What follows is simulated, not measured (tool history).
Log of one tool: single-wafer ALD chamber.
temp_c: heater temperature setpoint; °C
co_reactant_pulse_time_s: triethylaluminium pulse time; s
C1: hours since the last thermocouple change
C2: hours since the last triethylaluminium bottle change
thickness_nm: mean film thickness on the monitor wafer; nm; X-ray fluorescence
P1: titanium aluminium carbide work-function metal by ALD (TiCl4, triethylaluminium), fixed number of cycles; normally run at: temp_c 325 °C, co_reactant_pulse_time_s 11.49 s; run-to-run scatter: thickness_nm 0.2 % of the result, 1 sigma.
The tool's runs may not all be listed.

Run 1, hour 12.2: temp_c 325 °C, co_reactant_pulse_time_s 11.49 s; C1 743.3; C2 733.9. Result: thickness_nm 2.2418 nm.
Run 2, hour 25.7: temp_c 325 °C, co_reactant_pulse_time_s 11.49 s; C1 756.8; C2 747.4. Result: thickness_nm 2.2448 nm.
Run 3, hour 39.9: temp_c 336 °C, co_reactant_pulse_time_s 4.67 s; C1 771.0; C2 761.6. Result: thickness_nm 1.9182 nm.
Run 4, hour 51.1: temp_c 325 °C, co_reactant_pulse_time_s 11.49 s; C1 782.2; C2 772.8. Result: thickness_nm 2.2576 nm.
Run 5, hour 69.6: temp_c 325 °C, co_reactant_pulse_time_s 11.49 s; C1 800.7; C2 791.3. Result: thickness_nm 2.2430 nm.
Run 6, hour 84.7: temp_c 347 °C, co_reactant_pulse_time_s 18.71 s; C1 815.8; C2 806.4. Result: thickness_nm 2.4937 nm.
Run 7, hour 94.3: temp_c 325 °C, co_reactant_pulse_time_s 11.49 s; C1 825.4; C2 816.0. Result: thickness_nm 2.2530 nm.
At hour 105.7: triethylaluminium bottle replaced.
Run 8, hour 106.2: temp_c 347 °C, co_reactant_pulse_time_s 11.49 s; C1 837.3; C2 0.6. Result: thickness_nm 2.4499 nm.
At hour 121.9: thermocouple changed; heater temperature recalibrated.
Run 9, hour 124.1: temp_c 325 °C, co_reactant_pulse_time_s 17.53 s; C1 2.2; C2 18.5. Result: thickness_nm 2.2937 nm.
Run 10, hour 142.6: temp_c 325 °C, co_reactant_pulse_time_s 5.51 s; C1 20.7; C2 37.0. Result: thickness_nm 1.9542 nm.
Run 11, hour 154.9: temp_c 325 °C, co_reactant_pulse_time_s 11.49 s; C1 33.0; C2 49.3. Result: thickness_nm 2.2475 nm.
Run 12, hour 163.8: temp_c 302 °C, co_reactant_pulse_time_s 11.49 s; C1 41.9; C2 58.2. Result: thickness_nm 2.0460 nm.
Run 13, hour 173.0: temp_c 325 °C, co_reactant_pulse_time_s 11.49 s; C1 51.1; C2 67.4. Result: thickness_nm 2.2433 nm.
Run 14, hour 186.6: temp_c 325 °C, co_reactant_pulse_time_s 11.49 s; C1 64.7; C2 81.0. Result: thickness_nm 2.2230 nm.
Run 15, hour 197.4: temp_c 325 °C, co_reactant_pulse_time_s 11.49 s; C1 75.5; C2 91.8. Result: thickness_nm 2.2166 nm.
Run 16, hour 205.7: temp_c 325 °C, co_reactant_pulse_time_s 11.49 s; C1 83.8; C2 100.1. Result: thickness_nm 2.2024 nm.
Run 17, hour 213.8: temp_c 325 °C, co_reactant_pulse_time_s 11.49 s; C1 91.9; C2 108.2. Result: thickness_nm 2.2092 nm.
Run 18, hour 230.3: temp_c 325 °C, co_reactant_pulse_time_s 11.49 s; C1 108.4; C2 124.7. Result: thickness_nm 2.1997 nm.
Run 19, hour 245.7: temp_c 325 °C, co_reactant_pulse_time_s 11.49 s; C1 123.8; C2 140.1. Result: thickness_nm 2.1982 nm.
Run 20, hour 262.7: temp_c 325 °C, co_reactant_pulse_time_s 11.49 s; C1 140.8; C2 157.1. Result: thickness_nm 2.1957 nm.

What P1 gives has crept away from where it was. These 2 causes fit the log equally well, each at the size given:
A: wafer temperature below the value expected at the setpoint (K) = 5.76
B: triethylaluminium dose below that of a fresh bottle (%) = 19.7
The creep began at about hour 173.0.

4 check runs are offered, one wafer each, their results left as question marks. Which one tells the causes apart?
Run check 1, hour 279.7: temp_c 310 °C, co_reactant_pulse_time_s 11.49 s. Result: thickness_nm ?.
Run check 2, hour 279.7: temp_c 325 °C, co_reactant_pulse_time_s 7.12 s. Result: thickness_nm ?.
Run check 3, hour 279.7: temp_c 307 °C, co_reactant_pulse_time_s 11.49 s. Result: thickness_nm ?.
Run check 4, hour 279.7: temp_c 346 °C, co_reactant_pulse_time_s 11.49 s. Result: thickness_nm ?.

What each check would give under each cause:
  check        result    if A    if B
check 1  thickness_nm  2.0653  2.0678
check 2  thickness_nm  2.0489  1.9745
check 3  thickness_nm  2.0388  2.0418
check 4  thickness_nm  2.3877  2.3840
How far apart the two closest causes lie, in the result that separates them most: check 1 0.12 %; check 2 3.7 %; check 3 0.15 %; check 4 0.16 %
Check 2 tells the causes apart: in the others they would give nearly the same result.

Check 2 was then run and gave: thickness_nm 2.0437 nm. Which cause is it?

It is A: wafer temperature below the value expected at the setpoint (K).
